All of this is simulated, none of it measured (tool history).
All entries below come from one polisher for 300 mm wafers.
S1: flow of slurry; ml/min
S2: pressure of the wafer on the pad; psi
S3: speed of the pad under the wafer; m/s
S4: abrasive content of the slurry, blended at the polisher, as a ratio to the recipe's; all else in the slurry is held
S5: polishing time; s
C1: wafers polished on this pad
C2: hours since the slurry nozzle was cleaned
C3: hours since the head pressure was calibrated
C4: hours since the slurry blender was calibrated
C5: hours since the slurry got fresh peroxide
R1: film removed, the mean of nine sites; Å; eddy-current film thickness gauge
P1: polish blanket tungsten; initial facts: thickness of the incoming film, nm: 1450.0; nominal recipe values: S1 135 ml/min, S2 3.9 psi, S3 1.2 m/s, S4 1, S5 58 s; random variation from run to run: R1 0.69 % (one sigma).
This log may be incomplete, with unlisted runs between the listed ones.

run   hour   S1   S2    S3    S4  S5    C1     C2     C3     C4     C5      R1
  1    7.6  135  3.9   1.2     1  58   711  231.9  561.9  362.7   21.8    3769
  2     15  135  3.9   1.2  1.45  58   763  239.3  569.3  370.1   29.2    4177
  3   22.1  180  5.1   1.2     1  58   814  246.4  576.4  377.2   36.3  5224.7
  4   35.6  135  3.9   1.2     1  58   910  259.9  589.9  390.7   49.8  3757.2
  5   48.8  135  3.9   1.2     1  58  1004  273.1  603.1  403.9     63    3758
  6   56.5  135  3.9   1.2     1  58  1059  280.8  610.8  411.6   70.7  3792.3
  7   68.8  135  1.8   1.2     1  58  1147  293.1  623.1  423.9     83  1757.6
  8   75.9  135  3.9   1.2     1  58  1198  300.2  630.2    431   90.1  3800.1
  9   87.3   80  3.9   1.2     1  58  1279  311.6  641.6  442.4  101.5  3338.7
 10   96.4  135  3.9   1.2     1  26  1344  320.7  650.7  451.5  110.6  1697.4
      98.8  -- slurry tank refilled with fresh slurry and peroxide
     103.6  -- slurry blender recalibrated
 11  109.9  135  3.9   1.2     1  91  1440  334.2  664.2    6.4   11.1  5955.3
 12  123.7  135  5.3   1.2     1  58  1538    348    678   20.2   24.9  5143.1
 13  134.4  135  3.9  1.74     1  58  1615  358.7  688.7   30.9   35.6  5478.6
 14  144.7  135  3.9  0.64     1  58  1688    369    699   41.2   45.9  2011.3
 15  156.6  205  3.9   1.2     1  58  1773  380.9  710.9   53.1   57.8  4087.1
 16  164.8  135  3.9   1.2     1  58  1831  389.1  719.1   61.3     66  3788.9
 17  174.8  135  3.9   1.2  0.55  58  1903  399.1  729.1   71.3     76  3295.5
 18  187.9  135  3.9   1.2     1  58  1996  412.2  742.2   84.4   89.1  3805.9
 19  197.8  135  3.9   1.2     1  58  2067  422.1  752.1   94.3     99  3815.8
 20  204.7  135  3.9   1.2     1  58  2116    429    759  101.2  105.9  3684.8
 21  218.5  135  3.9   1.2     1  58  2214  442.8  772.8    115  119.7  3532.7
 22  225.1  135  3.9   1.2     1  58  2261  449.4  779.4  121.6  126.3  3433.3
 23  233.8  135  3.9   1.2     1  58  2323  458.1  788.1  130.3    135  3390.5
     234.3  -- worn pad replaced by a new one
 24  245.1  135  3.9   1.2     1  58    77  469.4  799.4  141.6  146.3  3425.8
     252.2  -- head pressure recalibrated
     254.6  -- slurry blender recalibrated
 25  259.2  135  3.9   1.2     1  58   177  483.5    7.1    4.6  160.4  3410.2
 26  267.4  135  3.9   1.2     1  58   236  491.7   15.3   12.8  168.6  3390.6
 27  274.3  135  3.9   1.2     1  58   285  498.6   22.2   19.7  175.5  3374.5

What P1 gives has crept away from where it was. These 2 causes fit the log equally well, each at the size given:
A: slurry flow missing at the pad, % = 37.5
B: peroxide lost from the slurry, % = 24.9
Creep in the process output first set in at about hour 197.8.
Excluded causes, each with its reason:
removal rate lost through wear of the pad, %: serviced at hour 234.3, after the drift had started, without restoring the earlier output
head's pressure below its setpoint, %: serviced at hour 252.2, after the drift had started, without restoring the earlier output
abrasive missing from the slurry, %: serviced at hour 254.6, after the drift had started, without restoring the earlier output

Which of the check runs below tells the causes apart, meaning the causes would give it clearly different results? Each run uses 5 wafers whose results are averaged, and each result is shown as a question mark.
check 1  281.2  135  3.9  0.84  0.6  58                       ?
check 2  281.2  135  2.4   1.2    1  88                       ?
check 3  281.2  175  3.9  0.66    1  58                       ?
check 4  281.2  135  3.9   1.2  0.7  29                       ?

If the cause were each of the candidates in turn, the checks would give the following:
  check  result    if A    if B
check 1      R1  2108.4  2108.4
check 2      R1  3163.8  3163.7
check 3      R1  1994.6  1948.3
check 4      R1  1559.5  1559.4
Per check, the gap between the least separated pair of causes, taken in the result that splits them most: check 1 0 %; check 2 0 %; check 3 2.35 %; check 4 0 %
The other checks would show nearly matching results whichever cause is true, so check 3 is the only one that separates the causes.

Check 3 was carried out, with these results: R1 1946.6 Å. Which of the listed causes is responsible?

The correct cause is B, namely: peroxide lost from the slurry, %.
